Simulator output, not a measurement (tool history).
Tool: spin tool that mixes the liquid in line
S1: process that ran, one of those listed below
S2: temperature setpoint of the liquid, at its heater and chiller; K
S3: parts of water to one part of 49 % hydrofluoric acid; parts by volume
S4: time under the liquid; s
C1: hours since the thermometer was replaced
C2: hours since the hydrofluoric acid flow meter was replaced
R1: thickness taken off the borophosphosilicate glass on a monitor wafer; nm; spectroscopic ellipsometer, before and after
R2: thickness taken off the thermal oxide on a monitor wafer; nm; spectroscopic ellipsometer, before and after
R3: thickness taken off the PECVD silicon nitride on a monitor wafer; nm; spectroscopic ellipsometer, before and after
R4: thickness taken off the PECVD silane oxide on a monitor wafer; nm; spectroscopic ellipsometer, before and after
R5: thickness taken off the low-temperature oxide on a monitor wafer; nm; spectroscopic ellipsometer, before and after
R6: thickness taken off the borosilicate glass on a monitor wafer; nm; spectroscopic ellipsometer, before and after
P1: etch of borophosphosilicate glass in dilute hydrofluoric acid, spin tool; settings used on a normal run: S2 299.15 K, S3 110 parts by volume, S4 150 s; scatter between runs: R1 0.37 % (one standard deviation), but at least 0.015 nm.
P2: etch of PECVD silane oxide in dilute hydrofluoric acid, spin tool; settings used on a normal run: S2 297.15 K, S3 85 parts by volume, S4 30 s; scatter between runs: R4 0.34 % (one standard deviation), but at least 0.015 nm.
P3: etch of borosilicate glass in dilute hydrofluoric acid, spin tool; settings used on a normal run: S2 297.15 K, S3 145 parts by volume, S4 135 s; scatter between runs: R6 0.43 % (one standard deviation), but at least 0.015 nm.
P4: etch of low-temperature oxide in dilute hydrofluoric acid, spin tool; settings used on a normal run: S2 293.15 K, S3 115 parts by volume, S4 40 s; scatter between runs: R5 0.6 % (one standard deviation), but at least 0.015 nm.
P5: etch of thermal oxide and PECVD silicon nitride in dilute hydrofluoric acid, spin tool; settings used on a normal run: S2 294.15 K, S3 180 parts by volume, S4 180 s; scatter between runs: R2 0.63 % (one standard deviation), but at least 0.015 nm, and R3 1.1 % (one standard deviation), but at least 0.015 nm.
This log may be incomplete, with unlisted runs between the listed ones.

run 1 hour=12.4 | S1=P1 S2=299.15 S3=110 S4=150 | C1=679.9 C2=405.1 | R1=47.5050
run 2 hour=23.0 | S1=P5 S2=294.15 S3=180 S4=315 | C1=690.5 C2=415.7 | R2=6.4751 R3=4.4288
run 3 hour=31.9 | S1=P1 S2=295.15 S3=110 S4=150 | C1=699.4 C2=424.6 | R1=40.6150
run 4 hour=38.8 | S1=P2 S2=297.15 S3=35 S4=30 | C1=706.3 C2=431.5 | R4=29.0890
run 5 hour=48.2 | S1=P1 S2=306.65 S3=110 S4=250 | C1=715.7 C2=440.9 | R1=105.0600
run 6 hour=58.7 | S1=P1 S2=299.15 S3=110 S4=20 | C1=726.2 C2=451.4 | R1=6.4038
run 7 hour=71.3 | S1=P4 S2=293.15 S3=170 S4=40 | C1=738.8 C2=464.0 | R5=3.8008
run 8 hour=82.2 | S1=P1 S2=299.15 S3=170 S4=150 | C1=749.7 C2=474.9 | R1=28.6120
run 9 hour=92.3 | S1=P1 S2=304.65 S3=110 S4=150 | C1=759.8 C2=485.0 | R1=58.7370
run 10 hour=103.0 | S1=P3 S2=297.15 S3=145 S4=135 | C1=770.5 C2=495.7 | R6=24.072
run 11 hour=110.7 | S1=P1 S2=299.15 S3=110 S4=150 | C1=778.2 C2=503.4 | R1=47.4790
run 12 hour=122.5 | S1=P1 S2=299.15 S3=35 S4=150 | C1=790.0 C2=515.2 | R1=164.6200
run 13 hour=129.9 | S1=P4 S2=293.15 S3=115 S4=15 | C1=797.4 C2=522.6 | R5=2.2178
run 14 hour=143.6 | S1=P5 S2=290.15 S3=180 S4=180 | C1=811.1 C2=536.3 | R2=3.1583 R3=1.8760
-- hour=149.5 hydrofluoric acid flow meter replaced
run 15 hour=156.9 | S1=P1 S2=299.15 S3=55 S4=270 | C1=824.4 C2=7.4 | R1=183.6700
run 16 hour=166.1 | S1=P4 S2=293.15 S3=115 S4=40 | C1=833.6 C2=16.6 | R5=5.9139
run 17 hour=178.3 | S1=P3 S2=297.15 S3=145 S4=230 | C1=845.8 C2=28.8 | R6=41.347
run 18 hour=184.7 | S1=P1 S2=299.15 S3=110 S4=150 | C1=852.2 C2=35.2 | R1=47.5960
run 19 hour=197.0 | S1=P3 S2=297.15 S3=75 S4=135 | C1=864.5 C2=47.5 | R6=50.494
run 20 hour=204.1 | S1=P4 S2=290.15 S3=115 S4=40 | C1=871.6 C2=54.6 | R5=5.2588
run 21 hour=214.9 | S1=P3 S2=305.15 S3=145 S4=135 | C1=882.4 C2=65.4 | R6=32.205
run 22 hour=222.5 | S1=P2 S2=297.15 S3=85 S4=15 | C1=890.0 C2=73.0 | R4=5.6304
run 23 hour=233.7 | S1=P1 S2=299.15 S3=110 S4=150 | C1=901.2 C2=84.2 | R1=47.4680
run 24 hour=243.7 | S1=P1 S2=299.15 S3=110 S4=150 | C1=911.2 C2=94.2 | R1=47.6910
run 25 hour=251.0 | S1=P5 S2=294.15 S3=100 S4=180 | C1=918.5 C2=101.5 | R2=7.2283 R3=4.5582
run 26 hour=263.8 | S1=P1 S2=299.15 S3=195 S4=60 | C1=931.3 C2=114.3 | R1=9.6995
run 27 hour=271.1 | S1=P1 S2=299.15 S3=110 S4=230 | C1=938.6 C2=121.6 | R1=73.2260
run 28 hour=278.7 | S1=P2 S2=291.15 S3=85 S4=30 | C1=946.2 C2=129.2 | R4=8.8189
run 29 hour=291.9 | S1=P5 S2=294.15 S3=180 S4=180 | C1=959.4 C2=142.4 | R2=3.6574 R3=2.5659
run 30 hour=298.6 | S1=P2 S2=297.15 S3=85 S4=30 | C1=966.1 C2=149.1 | R4=11.2920
run 31 hour=305.9 | S1=P1 S2=299.15 S3=110 S4=150 | C1=973.4 C2=156.4 | R1=47.5880
run 32 hour=316.5 | S1=P1 S2=299.15 S3=110 S4=150 | C1=984.0 C2=167.0 | R1=47.9230
run 33 hour=329.7 | S1=P1 S2=299.15 S3=110 S4=150 | C1=997.2 C2=180.2 | R1=46.1840
run 34 hour=338.2 | S1=P1 S2=299.15 S3=110 S4=150 | C1=1005.7 C2=188.7 | R1=45.8460
run 35 hour=347.8 | S1=P1 S2=299.15 S3=110 S4=150 | C1=1015.3 C2=198.3 | R1=45.2560
run 36 hour=359.7 | S1=P1 S2=299.15 S3=110 S4=150 | C1=1027.2 C2=210.2 | R1=45.1580
run 37 hour=366.1 | S1=P1 S2=299.15 S3=110 S4=150 | C1=1033.6 C2=216.6 | R1=44.8960
run 38 hour=375.4 | S1=P1 S2=299.15 S3=110 S4=150 | C1=1042.9 C2=225.9 | R1=44.9570
run 39 hour=384.9 | S1=P1 S2=299.15 S3=110 S4=150 | C1=1052.4 C2=235.4 | R1=44.9190
run 40 hour=398.4 | S1=P1 S2=299.15 S3=110 S4=150 | C1=1065.9 C2=248.9 | R1=44.4160
run 41 hour=409.7 | S1=P1 S2=299.15 S3=110 S4=150 | C1=1077.2 C2=260.2 | R1=44.5750
run 42 hour=417.4 | S1=P1 S2=299.15 S3=110 S4=150 | C1=1084.9 C2=267.9 | R1=44.3370

Something has made what P1 gives creep away from where it was; the 2 causes below, each at its own stated size, fit the log equally well:
A: liquid colder than its thermometer reads (K) = 1.63
B: hydrofluoric acid flow below the setpoint (%) = 5.37
The drift started at roughly hour 316.5.

4 check runs are offered, each on 3 wafers whose results are averaged, their results left as question marks. Which one tells the causes apart?
run check 1 hour=425.1 | S1=P4 S2=290.15 S3=115 S4=15 | R5=?
run check 2 hour=425.1 | S1=P5 S2=290.15 S3=180 S4=275 | R2=? R3=?
run check 3 hour=425.1 | S1=P2 S2=297.15 S3=85 S4=15 | R4=?
run check 4 hour=425.1 | S1=P3 S2=305.15 S3=95 S4=135 | R6=?

What every check run would give for each of its results, assuming each possible cause in turn:
check=check_1 result=R5 if_A=1.8369 if_B=1.8495
check=check_2 result=R2 if_A=4.5024 if_B=4.5096
check=check_2 result=R3 if_A=2.6491 if_B=2.8087
check=check_3 result=R4 if_A=5.2573 if_B=5.2814
check=check_4 result=R6 if_A=50.007 if_B=49.883
Per check, the gap between the least separated pair of causes, taken in the result that splits them most: check 1 0.68 %; check 2 5.85 %; check 3 0.46 %; check 4 0.25 %
Of the check runs offered, only check 2 discriminates between the causes; the rest would read about the same regardless of which cause applies.

With check 2 done, the readings were: R2 4.4629 nm; R3 2.6713 nm. Identify which of the listed causes applies.

It is A: liquid colder than its thermometer reads (K).

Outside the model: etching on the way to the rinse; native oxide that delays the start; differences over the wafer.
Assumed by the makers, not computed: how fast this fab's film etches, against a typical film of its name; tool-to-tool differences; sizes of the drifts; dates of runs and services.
